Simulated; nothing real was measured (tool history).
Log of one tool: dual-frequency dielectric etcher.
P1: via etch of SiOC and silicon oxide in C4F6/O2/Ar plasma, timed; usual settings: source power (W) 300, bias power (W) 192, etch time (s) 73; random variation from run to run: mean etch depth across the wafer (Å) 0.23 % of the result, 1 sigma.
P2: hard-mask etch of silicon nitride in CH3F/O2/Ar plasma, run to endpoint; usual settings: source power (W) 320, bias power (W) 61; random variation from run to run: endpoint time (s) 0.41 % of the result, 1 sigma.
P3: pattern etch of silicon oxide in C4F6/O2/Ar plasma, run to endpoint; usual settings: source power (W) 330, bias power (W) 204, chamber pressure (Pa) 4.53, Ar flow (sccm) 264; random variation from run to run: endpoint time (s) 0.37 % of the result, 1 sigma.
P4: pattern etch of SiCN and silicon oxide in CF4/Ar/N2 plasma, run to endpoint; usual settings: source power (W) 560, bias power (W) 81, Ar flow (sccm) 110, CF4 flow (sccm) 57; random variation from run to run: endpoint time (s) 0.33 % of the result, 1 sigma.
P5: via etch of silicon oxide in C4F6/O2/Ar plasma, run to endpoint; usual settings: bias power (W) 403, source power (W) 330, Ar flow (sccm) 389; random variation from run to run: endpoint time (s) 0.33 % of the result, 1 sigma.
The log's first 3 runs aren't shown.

run   hour  process that ran  source power (W)  bias power (W)  etch time (s)  chamber pressure (Pa)  Ar flow (sccm)  CF4 flow (sccm)  hours since the last wet clean  hours since the last source power generator calibration  hours since the last bias power generator calibration  mean etch depth across the wafer (Å)  endpoint time (s)
  4   49.7                P3               330             204                                  4.53             370                                            140.2                                                   1264.4                                                  635.5                                                   14.891
  5   68.2                P2               320              61                                                                                                  158.7                                                   1282.9                                                    654                                                   51.681
  6   82.7                P3               330             204                                  5.53             264                                            173.2                                                   1297.4                                                  668.5                                                   14.692
  7   94.8                P4               560              81                                                    72               57                           185.3                                                   1309.5                                                  680.6                                                   11.793
  8  110.3                P5               330             562                                                   389                                            200.8                                                     1325                                                  696.1                                                    21.41
  9  122.7                P3               410             204                                  4.53             264                                            213.2                                                   1337.4                                                  708.5                                                   13.182
 10  138.4                P3               330             204                                  4.53             264                                            228.9                                                   1353.1                                                  724.2                                                   14.317
 11    147                P2               390              61                                                                                                  237.5                                                   1361.7                                                  732.8                                                   47.839
 12  157.3                P1               300             192             73                                                                                   247.8                                                     1372                                                  743.1                                754.85
 13  168.2                P5               330             403                                                   295                                            258.7                                                   1382.9                                                    754                                                   23.497
 14  181.6                P4               560              81                                                   110               57                           272.1                                                   1396.3                                                  767.4                                                   12.654
 15  191.8                P1               300             131             56                                                                                   282.3                                                   1406.5                                                  777.6                                509.86
 16  207.5                P1               420             192             73                                                                                     298                                                   1422.2                                                  793.3                                856.59
 17  224.1                P4               560              81                                                   110               78                           314.6                                                   1438.8                                                  809.9                                                   12.042
 18  235.6                P1               300             192             42                                                                                   326.1                                                   1450.3                                                  821.4                                434.61
 19  246.1                P2               320              39                                                                                                  336.6                                                   1460.8                                                  831.9                                                    59.42
 20  259.5                P1               170             192             73                                                                                     350                                                   1474.2                                                  845.3                                607.27
 21  270.7                P4               730              81                                                   110               57                           361.2                                                   1485.4                                                  856.5                                                   10.021
 22    289                P1               300             192             73                                                                                   379.5                                                   1503.7                                                  874.8                                755.13
 23  298.7                P1               300             192           93.5                                                                                   389.2                                                   1513.4                                                  884.5                                970.49
 24  315.2                P1               300             124             73                                                                                   405.7                                                   1529.9                                                    901                                 657.8
 25  334.1                P4               560              56                                                   110               57                           424.6                                                   1548.8                                                  919.9                                                   14.288
 26  344.1                P1               300             192             73                                                                                   434.6                                                   1558.8                                                  929.9                                 755.8
     348.2  -- wet clean of the chamber
 27  359.7                P5               200             403                                                   389                                             11.5                                                   1574.4                                                  945.5                                                   29.177

The next listed run, before its measurement:
 28  369.3                P5               330             403                                                   389                                             21.1                                                     1584                                                  955.1                                                        ?

{"run 28": {"endpoint time (s)": 24.335}}

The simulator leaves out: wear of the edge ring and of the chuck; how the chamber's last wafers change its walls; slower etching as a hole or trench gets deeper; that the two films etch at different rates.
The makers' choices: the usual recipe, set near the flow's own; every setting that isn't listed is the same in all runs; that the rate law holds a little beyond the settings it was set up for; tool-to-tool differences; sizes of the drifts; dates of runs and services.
